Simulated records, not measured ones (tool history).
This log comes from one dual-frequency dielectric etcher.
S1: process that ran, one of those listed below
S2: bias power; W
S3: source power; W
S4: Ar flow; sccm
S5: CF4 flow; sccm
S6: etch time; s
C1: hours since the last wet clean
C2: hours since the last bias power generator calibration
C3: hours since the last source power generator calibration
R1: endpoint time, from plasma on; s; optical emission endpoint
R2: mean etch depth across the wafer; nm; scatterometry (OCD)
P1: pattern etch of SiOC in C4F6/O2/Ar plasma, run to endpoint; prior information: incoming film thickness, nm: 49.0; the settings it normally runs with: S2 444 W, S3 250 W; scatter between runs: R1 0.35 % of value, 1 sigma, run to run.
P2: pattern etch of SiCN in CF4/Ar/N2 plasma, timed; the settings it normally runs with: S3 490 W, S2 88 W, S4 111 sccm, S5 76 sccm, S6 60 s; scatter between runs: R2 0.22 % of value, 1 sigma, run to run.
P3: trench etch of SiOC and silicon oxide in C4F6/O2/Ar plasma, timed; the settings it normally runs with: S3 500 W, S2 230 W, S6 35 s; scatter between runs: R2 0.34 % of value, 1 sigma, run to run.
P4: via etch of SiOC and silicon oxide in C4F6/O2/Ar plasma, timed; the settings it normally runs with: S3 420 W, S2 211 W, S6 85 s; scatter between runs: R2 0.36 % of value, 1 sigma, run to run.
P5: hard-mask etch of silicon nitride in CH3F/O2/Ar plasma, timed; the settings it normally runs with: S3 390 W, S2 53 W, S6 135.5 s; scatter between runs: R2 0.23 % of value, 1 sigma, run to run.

Run 1, day 0.329: S1 P1, S2 444 W, S3 250 W; C1 284.3; C2 2475.1; C3 2126. Result: R1 20.674 s.
Run 2, day 0.529: S1 P2, S2 88 W, S3 490 W, S4 111 sccm, S5 100 sccm, S6 60 s; C1 289.1; C2 2479.9; C3 2130.8. Result: R2 61.529 nm.
Run 3, day 0.821: S1 P1, S2 342 W, S3 250 W; C1 296.1; C2 2486.9; C3 2137.8. Result: R1 22.828 s.
Run 4, day 1.121: S1 P4, S2 211 W, S3 420 W, S6 85 s; C1 303.3; C2 2494.1; C3 2145. Result: R2 103.11 nm.
Run 5, day 1.458: S1 P4, S2 211 W, S3 420 W, S6 118 s; C1 311.4; C2 2502.2; C3 2153.1. Result: R2 143.74 nm.
Run 6, day 1.642: S1 P1, S2 626 W, S3 250 W; C1 315.8; C2 2506.6; C3 2157.5. Result: R1 18.054 s.
Run 7, day 1.979: S1 P1, S2 444 W, S3 250 W; C1 323.9; C2 2514.7; C3 2165.6. Result: R1 20.664 s.
Run 8, day 2.292: S1 P2, S2 88 W, S3 660 W, S4 111 sccm, S5 76 sccm, S6 60 s; C1 331.4; C2 2522.2; C3 2173.1. Result: R2 76.948 nm.
Run 9, day 2.554: S1 P1, S2 534 W, S3 340 W; C1 337.7; C2 2528.5; C3 2179.4. Result: R1 17.167 s.
Run 10, day 2.796: S1 P5, S2 53 W, S3 280 W, S6 135.5 s; C1 343.5; C2 2534.3; C3 2185.2. Result: R2 71.104 nm.
Run 11, day 2.996: S1 P3, S2 230 W, S3 500 W, S6 35 s; C1 348.3; C2 2539.1; C3 2190. Result: R2 81.851 nm.
Run 12, day 3.379: S1 P5, S2 34 W, S3 390 W, S6 135.5 s; C1 357.5; C2 2548.3; C3 2199.2. Result: R2 71.251 nm.
Run 13, day 3.733: S1 P5, S2 53 W, S3 390 W, S6 75 s; C1 366; C2 2556.8; C3 2207.7. Result: R2 44.913 nm.
Run 14, day 4.067: S1 P4, S2 211 W, S3 420 W, S6 85 s; C1 374; C2 2564.8; C3 2215.7. Result: R2 103.03 nm.
Run 15, day 4.338: S1 P4, S2 211 W, S3 330 W, S6 85 s; C1 380.5; C2 2571.3; C3 2222.2. Result: R2 94.58 nm.
Run 16, day 4.529: S1 P3, S2 230 W, S3 500 W, S6 19 s; C1 385.1; C2 2575.9; C3 2226.8. Result: R2 44.209 nm.
Run 17, day 4.817: S1 P1, S2 444 W, S3 250 W; C1 392; C2 2582.8; C3 2233.7. Result: R1 20.8 s.
Run 18, day 5.058: S1 P1, S2 444 W, S3 250 W; C1 397.8; C2 2588.6; C3 2239.5. Result: R1 20.75 s.
Run 19, day 5.246: S1 P1, S2 444 W, S3 250 W; C1 402.3; C2 2593.1; C3 2244. Result: R1 20.626 s.
Run 20, day 5.508: S1 P3, S2 141 W, S3 500 W, S6 35 s; C1 408.6; C2 2599.4; C3 2250.3. Result: R2 69.874 nm.
Run 21, day 5.775: S1 P4, S2 276 W, S3 420 W, S6 85 s; C1 415; C2 2605.8; C3 2256.7. Result: R2 112.59 nm.
Run 22, day 6.017: S1 P1, S2 444 W, S3 170 W; C1 420.8; C2 2611.6; C3 2262.5. Result: R1 23.903 s.
Run 23, day 6.375: S1 P2, S2 118 W, S3 490 W, S4 111 sccm, S5 76 sccm, S6 60 s; C1 429.4; C2 2620.2; C3 2271.1. Result: R2 66.045 nm.
Run 24, day 6.738: S1 P3, S2 230 W, S3 500 W, S6 35 s; C1 438.1; C2 2628.9; C3 2279.8. Result: R2 81.861 nm.
Run 25, day 6.996: S1 P2, S2 88 W, S3 490 W, S4 111 sccm, S5 76 sccm, S6 60 s; C1 444.3; C2 2635.1; C3 2286. Result: R2 59.54 nm.
Run 26, day 7.358: S1 P2, S2 88 W, S3 490 W, S4 111 sccm, S5 76 sccm, S6 60 s; C1 453; C2 2643.8; C3 2294.7. Result: R2 59.399 nm.
Run 27, day 7.625: S1 P1, S2 444 W, S3 300 W; C1 459.4; C2 2650.2; C3 2301.1. Result: R1 19.306 s.
Run 28, day 7.988: S1 P2, S2 88 W, S3 490 W, S4 111 sccm, S5 76 sccm, S6 38 s; C1 468.1; C2 2658.9; C3 2309.8. Result: R2 37.589 nm.
Run 29, day 8.192: S1 P5, S2 53 W, S3 390 W, S6 135.5 s; C1 473; C2 2663.8; C3 2314.7. Result: R2 81.119 nm.
Run 30, day 8.379: S1 P5, S2 53 W, S3 390 W, S6 135.5 s; C1 477.5; C2 2668.3; C3 2319.2. Result: R2 80.93 nm.
Run 31, day 8.696: S1 P2, S2 88 W, S3 490 W, S4 146 sccm, S5 76 sccm, S6 60 s; C1 485.1; C2 2675.9; C3 2326.8. Result: R2 57.225 nm.
Run 32, day 8.929: S1 P1, S2 444 W, S3 250 W; C1 490.7; C2 2681.5; C3 2332.4. Result: R1 20.664 s.
Run 33, day 9.112: S1 P3, S2 230 W, S3 680 W, S6 35 s; C1 495.1; C2 2685.9; C3 2336.8. Result: R2 92.002 nm.
Run 34, day 9.279: S1 P1, S2 444 W, S3 250 W; C1 499.1; C2 2689.9; C3 2340.8. Result: R1 20.59 s.
Run 35, day 9.625: S1 P1, S2 444 W, S3 250 W; C1 507.4; C2 2698.2; C3 2349.1. Result: R1 20.828 s.
Run 36, day 9.917: S1 P1, S2 444 W, S3 250 W; C1 514.4; C2 2705.2; C3 2356.1. Result: R1 20.898 s.
Run 37, day 10.162: S1 P1, S2 444 W, S3 250 W; C1 520.3; C2 2711.1; C3 2362. Result: R1 21.004 s.
Run 38, day 10.492: S1 P1, S2 444 W, S3 250 W; C1 528.2; C2 2719; C3 2369.9. Result: R1 20.912 s.
Run 39, day 10.758: S1 P1, S2 444 W, S3 250 W; C1 534.6; C2 2725.4; C3 2376.3. Result: R1 21.024 s.
Run 40, day 10.925: S1 P1, S2 444 W, S3 250 W; C1 538.6; C2 2729.4; C3 2380.3. Result: R1 21.061 s.
At day 11.017: wet clean of the chamber.
Run 41, day 11.233: S1 P1, S2 444 W, S3 250 W; C1 5.3; C2 2736.8; C3 2387.7. Result: R1 21.095 s.
Run 42, day 11.546: S1 P1, S2 444 W, S3 250 W; C1 12.8; C2 2744.3; C3 2395.2. Result: R1 20.984 s.
Run 43, day 11.767: S1 P1, S2 444 W, S3 250 W; C1 18.1; C2 2749.6; C3 2400.5. Result: R1 20.993 s.
Run 44, day 12.138: S1 P1, S2 444 W, S3 250 W; C1 27; C2 2758.5; C3 2409.4. Result: R1 21.179 s.
Run 45, day 12.338: S1 P1, S2 444 W, S3 250 W; C1 31.8; C2 2763.3; C3 2414.2. Result: R1 21.058 s.

P1 no longer gives what it gave before; its output has crept away from where it was. The following 2 causes, each at its listed size, fit the log equally well:
A: source power that arrives under what is set, % = 4.67
B: bias power that arrives under what is set, % = 4.59
At approximately day 9.279, the process output began to creep.
Each remaining cause and why it is not a fit:
chamber walls in a state that lowers the etch rate, %: work on it at day 11.017, done after the drift set in, did not restore what the process gave before

Below are 4 check runs, each on a single wafer, with their results shown as question marks. Which of them would tell the listed causes apart, meaning the causes would give clearly different results under it?
Run check 1, day 12.538: S1 P3, S2 158 W, S3 680 W, S6 35 s. Result: R2 ?.
Run check 2, day 12.538: S1 P4, S2 262 W, S3 340 W, S6 85 s. Result: R2 ?.
Run check 3, day 12.538: S1 P2, S2 100 W, S3 490 W, S4 133 sccm, S5 76 sccm, S6 60 s. Result: R2 ?.
Run check 4, day 12.538: S1 P5, S2 53 W, S3 280 W, S6 91 s. Result: R2 ?.

Check results expected under each cause:
  check  result    if A    if B
check 1      R2   80.47  80.892
check 2      R2  100.79  100.96
check 3      R2  58.168  59.572
check 4      R2  46.976  47.116
Per-check spread between the two closest causes, in the result where they differ most: check 1 0.52 %; check 2 0.17 %; check 3 2.38 %; check 4 0.3 %
Only check 3 tells the causes apart: in the others they would give nearly the same result.

Check 3 has now been run. It gave: R2 58.07 nm. Which of the candidate causes is it?

The cause is A: source power that arrives under what is set, %.
